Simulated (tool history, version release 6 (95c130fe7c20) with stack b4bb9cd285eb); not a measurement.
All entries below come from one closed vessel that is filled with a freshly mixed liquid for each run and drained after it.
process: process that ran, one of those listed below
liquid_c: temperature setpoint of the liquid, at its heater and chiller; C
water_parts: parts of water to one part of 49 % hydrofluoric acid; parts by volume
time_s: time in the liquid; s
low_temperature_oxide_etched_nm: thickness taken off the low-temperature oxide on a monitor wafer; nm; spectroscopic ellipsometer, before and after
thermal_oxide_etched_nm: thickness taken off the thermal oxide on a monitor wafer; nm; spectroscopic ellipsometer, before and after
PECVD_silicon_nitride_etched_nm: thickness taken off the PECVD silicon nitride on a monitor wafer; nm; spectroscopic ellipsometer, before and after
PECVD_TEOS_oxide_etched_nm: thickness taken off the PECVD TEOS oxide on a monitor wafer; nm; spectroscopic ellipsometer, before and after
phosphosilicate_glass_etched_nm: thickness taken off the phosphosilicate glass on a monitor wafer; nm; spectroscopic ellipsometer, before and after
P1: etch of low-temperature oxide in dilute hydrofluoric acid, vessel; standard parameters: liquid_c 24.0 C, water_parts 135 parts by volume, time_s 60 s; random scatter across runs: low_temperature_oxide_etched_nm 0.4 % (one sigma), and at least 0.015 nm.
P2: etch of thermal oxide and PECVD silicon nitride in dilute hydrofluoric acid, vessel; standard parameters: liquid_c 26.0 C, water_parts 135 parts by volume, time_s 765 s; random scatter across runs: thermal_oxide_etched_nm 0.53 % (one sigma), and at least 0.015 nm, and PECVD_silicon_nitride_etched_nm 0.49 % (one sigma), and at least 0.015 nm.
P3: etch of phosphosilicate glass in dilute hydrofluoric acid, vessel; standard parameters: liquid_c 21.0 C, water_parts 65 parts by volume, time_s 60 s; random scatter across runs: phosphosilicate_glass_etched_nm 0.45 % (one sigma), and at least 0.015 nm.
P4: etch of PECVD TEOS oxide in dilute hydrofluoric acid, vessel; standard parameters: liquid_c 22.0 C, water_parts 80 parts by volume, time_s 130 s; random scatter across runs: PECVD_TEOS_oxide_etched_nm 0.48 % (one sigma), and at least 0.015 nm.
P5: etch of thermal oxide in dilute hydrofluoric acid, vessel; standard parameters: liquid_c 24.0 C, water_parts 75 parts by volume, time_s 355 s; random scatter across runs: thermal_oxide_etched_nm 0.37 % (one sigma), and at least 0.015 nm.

run,day,process,liquid_c,water_parts,time_s,hours since the thermometer was replaced,hours since the hydrofluoric acid flow meter was replaced,low_temperature_oxide_etched_nm,thermal_oxide_etched_nm,PECVD_silicon_nitride_etched_nm,PECVD_TEOS_oxide_etched_nm,phosphosilicate_glass_etched_nm
1,0.350,P1,24.0,135,60,1468.2,417.7,5.6031,,,,
2,0.862,P2,26.0,250,765,1480.5,430.0,,12.4040,19.582,,
3,1.392,P1,19.0,90,60,1493.2,442.7,7.2585,,,,
4,1.900,P5,24.0,75,355,1505.4,454.9,,22.7610,,,
5,2.204,P1,24.0,135,60,1512.7,462.2,5.6767,,,,
# day 2.350: hydrofluoric acid flow meter replaced
6,2.438,P1,24.0,135,60,1518.3,2.1,5.5944,,,,
7,2.921,P1,24.0,235,60,1529.9,13.7,2.9173,,,,
8,3.233,P5,24.0,75,60,1537.4,21.2,,3.8769,,,
9,3.667,P1,24.0,135,60,1547.8,31.6,5.6372,,,,
10,4.175,P4,22.0,80,130,1560.0,43.8,,,,12.862,
11,4.683,P3,17.0,65,60,1572.2,56.0,,,,,93.141
12,5.008,P1,24.0,20,60,1580.0,63.8,44.0980,,,,
13,5.462,P2,26.0,135,765,1590.9,74.7,,26.0910,36.225,,
14,5.829,P1,19.0,135,60,1599.7,83.5,4.6296,,,,
15,6.250,P3,21.0,100,60,1609.8,93.6,,,,,68.710
16,6.550,P1,31.0,135,60,1617.0,100.8,7.3035,,,,
17,6.800,P1,24.0,135,90,1623.0,106.8,8.4437,,,,
18,7.075,P5,24.0,20,355,1629.6,113.4,,92.1630,,,
19,7.612,P5,32.0,75,355,1642.5,126.3,,31.2570,,,
20,8.117,P2,18.5,135,765,1654.6,138.4,,19.1980,22.313,,

Predict the results of run 21:
21,8.621,P2,26.0,135,255,1666.7,150.5,,?,?,,

thermal_oxide_etched_nm: 8.6440 nm
PECVD_silicon_nitride_etched_nm: 12.102 nm

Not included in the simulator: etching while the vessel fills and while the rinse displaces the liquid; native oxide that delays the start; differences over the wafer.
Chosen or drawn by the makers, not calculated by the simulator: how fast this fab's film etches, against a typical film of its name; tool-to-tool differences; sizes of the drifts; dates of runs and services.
